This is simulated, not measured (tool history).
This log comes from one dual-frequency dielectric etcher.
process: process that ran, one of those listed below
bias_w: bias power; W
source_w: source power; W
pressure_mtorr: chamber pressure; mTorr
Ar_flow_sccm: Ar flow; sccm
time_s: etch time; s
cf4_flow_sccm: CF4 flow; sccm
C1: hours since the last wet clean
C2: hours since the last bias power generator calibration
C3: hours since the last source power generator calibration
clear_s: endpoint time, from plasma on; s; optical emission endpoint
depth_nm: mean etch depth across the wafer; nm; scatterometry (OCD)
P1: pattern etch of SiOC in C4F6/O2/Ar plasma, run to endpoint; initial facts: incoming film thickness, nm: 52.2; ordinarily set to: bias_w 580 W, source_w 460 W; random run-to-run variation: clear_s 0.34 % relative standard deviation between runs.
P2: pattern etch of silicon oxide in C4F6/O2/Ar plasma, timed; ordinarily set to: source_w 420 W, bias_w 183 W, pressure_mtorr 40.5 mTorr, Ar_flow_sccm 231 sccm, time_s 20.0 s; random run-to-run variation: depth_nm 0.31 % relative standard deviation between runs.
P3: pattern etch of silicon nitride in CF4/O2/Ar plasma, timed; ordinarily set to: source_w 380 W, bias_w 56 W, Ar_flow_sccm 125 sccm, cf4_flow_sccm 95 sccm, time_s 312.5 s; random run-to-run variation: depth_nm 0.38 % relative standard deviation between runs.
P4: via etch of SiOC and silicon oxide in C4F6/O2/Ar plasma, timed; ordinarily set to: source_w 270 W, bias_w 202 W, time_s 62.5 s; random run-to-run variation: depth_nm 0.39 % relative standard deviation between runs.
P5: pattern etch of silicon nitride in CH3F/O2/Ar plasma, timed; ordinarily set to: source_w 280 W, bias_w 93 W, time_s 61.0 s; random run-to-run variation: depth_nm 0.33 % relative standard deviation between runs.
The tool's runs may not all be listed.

{"run": 1, "day": 0.562, "process": "P1", "bias_w": 580, "source_w": 460, "C1": 238.2, "C2": 1347.6, "C3": 3720.8, "clear_s": 16.029}
{"run": 2, "day": 1.138, "process": "P1", "bias_w": 580, "source_w": 580, "C1": 252.0, "C2": 1361.4, "C3": 3734.6, "clear_s": 14.728}
{"run": 3, "day": 1.592, "process": "P1", "bias_w": 580, "source_w": 460, "C1": 262.9, "C2": 1372.3, "C3": 3745.5, "clear_s": 16.044}
{"run": 4, "day": 2.179, "process": "P2", "bias_w": 141, "source_w": 420, "pressure_mtorr": 40.5, "Ar_flow_sccm": 231, "time_s": 20.0, "C1": 277.0, "C2": 1386.4, "C3": 3759.6, "depth_nm": 56.761}
{"run": 5, "day": 2.504, "process": "P3", "bias_w": 72, "source_w": 380, "Ar_flow_sccm": 125, "time_s": 312.5, "cf4_flow_sccm": 95, "C1": 284.8, "C2": 1394.2, "C3": 3767.4, "depth_nm": 519.3}
{"run": 6, "day": 3.012, "process": "P2", "bias_w": 183, "source_w": 420, "pressure_mtorr": 40.5, "Ar_flow_sccm": 231, "time_s": 20.0, "C1": 297.0, "C2": 1406.4, "C3": 3779.6, "depth_nm": 61.614}
{"run": 7, "day": 3.579, "process": "P2", "bias_w": 183, "source_w": 420, "pressure_mtorr": 40.5, "Ar_flow_sccm": 141, "time_s": 20.0, "C1": 310.6, "C2": 1420.0, "C3": 3793.2, "depth_nm": 64.829}
{"run": 8, "day": 3.862, "process": "P3", "bias_w": 56, "source_w": 380, "Ar_flow_sccm": 125, "time_s": 312.5, "cf4_flow_sccm": 131, "C1": 317.4, "C2": 1426.8, "C3": 3800.0, "depth_nm": 489.97}
{"day": 4.383, "done": "bias power generator calibrated"}
{"run": 9, "day": 4.45, "process": "P2", "bias_w": 183, "source_w": 580, "pressure_mtorr": 40.5, "Ar_flow_sccm": 231, "time_s": 20.0, "C1": 331.5, "C2": 1.6, "C3": 3814.1, "depth_nm": 70.284}
{"run": 10, "day": 4.846, "process": "P1", "bias_w": 748, "source_w": 460, "C1": 341.0, "C2": 11.1, "C3": 3823.6, "clear_s": 14.572}
{"run": 11, "day": 5.158, "process": "P1", "bias_w": 580, "source_w": 460, "C1": 348.5, "C2": 18.6, "C3": 3831.1, "clear_s": 16.05}
{"run": 12, "day": 5.758, "process": "P3", "bias_w": 56, "source_w": 380, "Ar_flow_sccm": 125, "time_s": 312.5, "cf4_flow_sccm": 95, "C1": 362.9, "C2": 33.0, "C3": 3845.5, "depth_nm": 471.11}
{"run": 13, "day": 6.208, "process": "P2", "bias_w": 183, "source_w": 420, "pressure_mtorr": 40.5, "Ar_flow_sccm": 231, "time_s": 20.0, "C1": 373.7, "C2": 43.8, "C3": 3856.3, "depth_nm": 61.033}
{"run": 14, "day": 6.658, "process": "P1", "bias_w": 347, "source_w": 460, "C1": 384.5, "C2": 54.6, "C3": 3867.1, "clear_s": 19.367}
{"run": 15, "day": 6.979, "process": "P1", "bias_w": 810, "source_w": 320, "C1": 392.2, "C2": 62.3, "C3": 3874.8, "clear_s": 16.121}
{"run": 16, "day": 7.242, "process": "P2", "bias_w": 183, "source_w": 420, "pressure_mtorr": 40.5, "Ar_flow_sccm": 231, "time_s": 11.5, "C1": 398.5, "C2": 68.6, "C3": 3881.1, "depth_nm": 35.278}
{"run": 17, "day": 7.638, "process": "P4", "bias_w": 202, "source_w": 270, "time_s": 86.0, "C1": 408.0, "C2": 78.1, "C3": 3890.6, "depth_nm": 87.457}
{"run": 18, "day": 8.079, "process": "P2", "bias_w": 183, "source_w": 420, "pressure_mtorr": 26.0, "Ar_flow_sccm": 231, "time_s": 20.0, "C1": 418.6, "C2": 88.7, "C3": 3901.2, "depth_nm": 65.045}
{"run": 19, "day": 8.638, "process": "P3", "bias_w": 56, "source_w": 470, "Ar_flow_sccm": 125, "time_s": 312.5, "cf4_flow_sccm": 95, "C1": 432.0, "C2": 102.1, "C3": 3914.6, "depth_nm": 562.28}
{"run": 20, "day": 8.921, "process": "P1", "bias_w": 580, "source_w": 460, "C1": 438.8, "C2": 108.9, "C3": 3921.4, "clear_s": 16.079}
{"run": 21, "day": 9.412, "process": "P1", "bias_w": 580, "source_w": 460, "C1": 450.6, "C2": 120.7, "C3": 3933.2, "clear_s": 16.109}
{"run": 22, "day": 9.817, "process": "P1", "bias_w": 580, "source_w": 460, "C1": 460.3, "C2": 130.4, "C3": 3942.9, "clear_s": 15.986}
{"run": 23, "day": 10.192, "process": "P3", "bias_w": 56, "source_w": 380, "Ar_flow_sccm": 125, "time_s": 427.0, "cf4_flow_sccm": 95, "C1": 469.3, "C2": 139.4, "C3": 3951.9, "depth_nm": 641.98}
{"run": 24, "day": 10.683, "process": "P1", "bias_w": 580, "source_w": 370, "C1": 481.1, "C2": 151.2, "C3": 3963.7, "clear_s": 17.418}
{"run": 25, "day": 11.067, "process": "P5", "bias_w": 93, "source_w": 280, "time_s": 82.0, "C1": 490.3, "C2": 160.4, "C3": 3972.9, "depth_nm": 55.932}
{"run": 26, "day": 11.492, "process": "P5", "bias_w": 93, "source_w": 280, "time_s": 61.0, "C1": 500.5, "C2": 170.6, "C3": 3983.1, "depth_nm": 41.528}
{"run": 27, "day": 12.012, "process": "P1", "bias_w": 456, "source_w": 560, "C1": 513.0, "C2": 183.1, "C3": 3995.6, "clear_s": 16.353}
{"run": 28, "day": 12.562, "process": "P3", "bias_w": 56, "source_w": 380, "Ar_flow_sccm": 100, "time_s": 312.5, "cf4_flow_sccm": 95, "C1": 526.2, "C2": 196.3, "C3": 4008.8, "depth_nm": 483.52}
{"run": 29, "day": 13.108, "process": "P4", "bias_w": 202, "source_w": 270, "time_s": 62.5, "C1": 539.3, "C2": 209.4, "C3": 4021.9, "depth_nm": 64.153}
{"run": 30, "day": 13.688, "process": "P1", "bias_w": 385, "source_w": 280, "C1": 553.2, "C2": 223.3, "C3": 4035.8, "clear_s": 22.451}
{"run": 31, "day": 14.058, "process": "P4", "bias_w": 202, "source_w": 360, "time_s": 62.5, "C1": 562.1, "C2": 232.2, "C3": 4044.7, "depth_nm": 71.239}
{"run": 32, "day": 14.533, "process": "P4", "bias_w": 202, "source_w": 270, "time_s": 62.5, "C1": 573.5, "C2": 243.6, "C3": 4056.1, "depth_nm": 63.206}
{"run": 33, "day": 14.958, "process": "P5", "bias_w": 65, "source_w": 280, "time_s": 61.0, "C1": 583.7, "C2": 253.8, "C3": 4066.3, "depth_nm": 36.508}
{"run": 34, "day": 15.267, "process": "P3", "bias_w": 56, "source_w": 380, "Ar_flow_sccm": 125, "time_s": 312.5, "cf4_flow_sccm": 95, "C1": 591.1, "C2": 261.2, "C3": 4073.7, "depth_nm": 471.43}
{"run": 35, "day": 15.762, "process": "P4", "bias_w": 124, "source_w": 270, "time_s": 62.5, "C1": 603.0, "C2": 273.1, "C3": 4085.6, "depth_nm": 54.704}
{"run": 36, "day": 16.333, "process": "P5", "bias_w": 93, "source_w": 400, "time_s": 61.0, "C1": 616.7, "C2": 286.8, "C3": 4099.3, "depth_nm": 47.432}
{"run": 37, "day": 16.729, "process": "P1", "bias_w": 580, "source_w": 460, "C1": 626.2, "C2": 296.3, "C3": 4108.8, "clear_s": 16.092}
{"run": 38, "day": 17.204, "process": "P1", "bias_w": 580, "source_w": 460, "C1": 637.6, "C2": 307.7, "C3": 4120.2, "clear_s": 15.954}
{"run": 39, "day": 17.608, "process": "P1", "bias_w": 580, "source_w": 460, "C1": 647.3, "C2": 317.4, "C3": 4129.9, "clear_s": 15.894}
{"run": 40, "day": 17.992, "process": "P1", "bias_w": 580, "source_w": 460, "C1": 656.5, "C2": 326.6, "C3": 4139.1, "clear_s": 15.869}
{"run": 41, "day": 18.333, "process": "P1", "bias_w": 580, "source_w": 460, "C1": 664.7, "C2": 334.8, "C3": 4147.3, "clear_s": 15.739}
{"day": 18.471, "done": "wet clean of the chamber"}
{"run": 42, "day": 18.704, "process": "P1", "bias_w": 580, "source_w": 460, "C1": 5.6, "C2": 343.7, "C3": 4156.2, "clear_s": 15.857}
{"run": 43, "day": 19.292, "process": "P1", "bias_w": 580, "source_w": 460, "C1": 19.7, "C2": 357.8, "C3": 4170.3, "clear_s": 15.717}

What P1 gives has crept off from where it sat before. The 2 causes that follow fit the log equally well, each at the size noted:
A: bias power that arrives over what is set, % = 4.62
B: source power that arrives over what is set, % = 4.78
The onset of the drift is placed at about day 16.729.
Every other cause this tool's parts could produce, and why it does not fit the log:
chamber walls in a state that raises the etch rate, %: serviced at day 18.471, after the drift had started, without restoring the earlier output

4 check runs are offered, each on 2 wafers whose results are averaged, their results left as question marks. Which one tells the causes apart?
{"run": "check 1", "day": 19.879, "process": "P2", "bias_w": 183, "source_w": 420, "pressure_mtorr": 40.5, "Ar_flow_sccm": 231, "time_s": 20.0, "depth_nm": "?"}
{"run": "check 2", "day": 19.879, "process": "P3", "bias_w": 56, "source_w": 380, "Ar_flow_sccm": 125, "time_s": 312.5, "cf4_flow_sccm": 95, "depth_nm": "?"}
{"run": "check 3", "day": 19.879, "process": "P5", "bias_w": 93, "source_w": 280, "time_s": 61.0, "depth_nm": "?"}
{"run": "check 4", "day": 19.879, "process": "P4", "bias_w": 202, "source_w": 270, "time_s": 62.5, "depth_nm": "?"}

What every check run would give for each of its results, assuming each possible cause in turn:
check=check_1 result=depth_nm if_A=62.349 if_B=62.590
check=check_2 result=depth_nm if_A=479.270 if_B=489.950
check=check_3 result=depth_nm if_A=42.203 if_B=42.225
check=check_4 result=depth_nm if_A=64.765 if_B=64.926
Per check, the gap between the least separated pair of causes, taken in the result that splits them most: check 1 0.39 %; check 2 2.2 %; check 3 0.05 %; check 4 0.25 %
The other checks would show nearly matching results whichever cause is true, so check 2 is the only one that separates the causes.

Here is what check 2 returned: depth_nm 479.010 nm. Which cause is it?

The correct cause is A, namely: bias power that arrives over what is set, %.

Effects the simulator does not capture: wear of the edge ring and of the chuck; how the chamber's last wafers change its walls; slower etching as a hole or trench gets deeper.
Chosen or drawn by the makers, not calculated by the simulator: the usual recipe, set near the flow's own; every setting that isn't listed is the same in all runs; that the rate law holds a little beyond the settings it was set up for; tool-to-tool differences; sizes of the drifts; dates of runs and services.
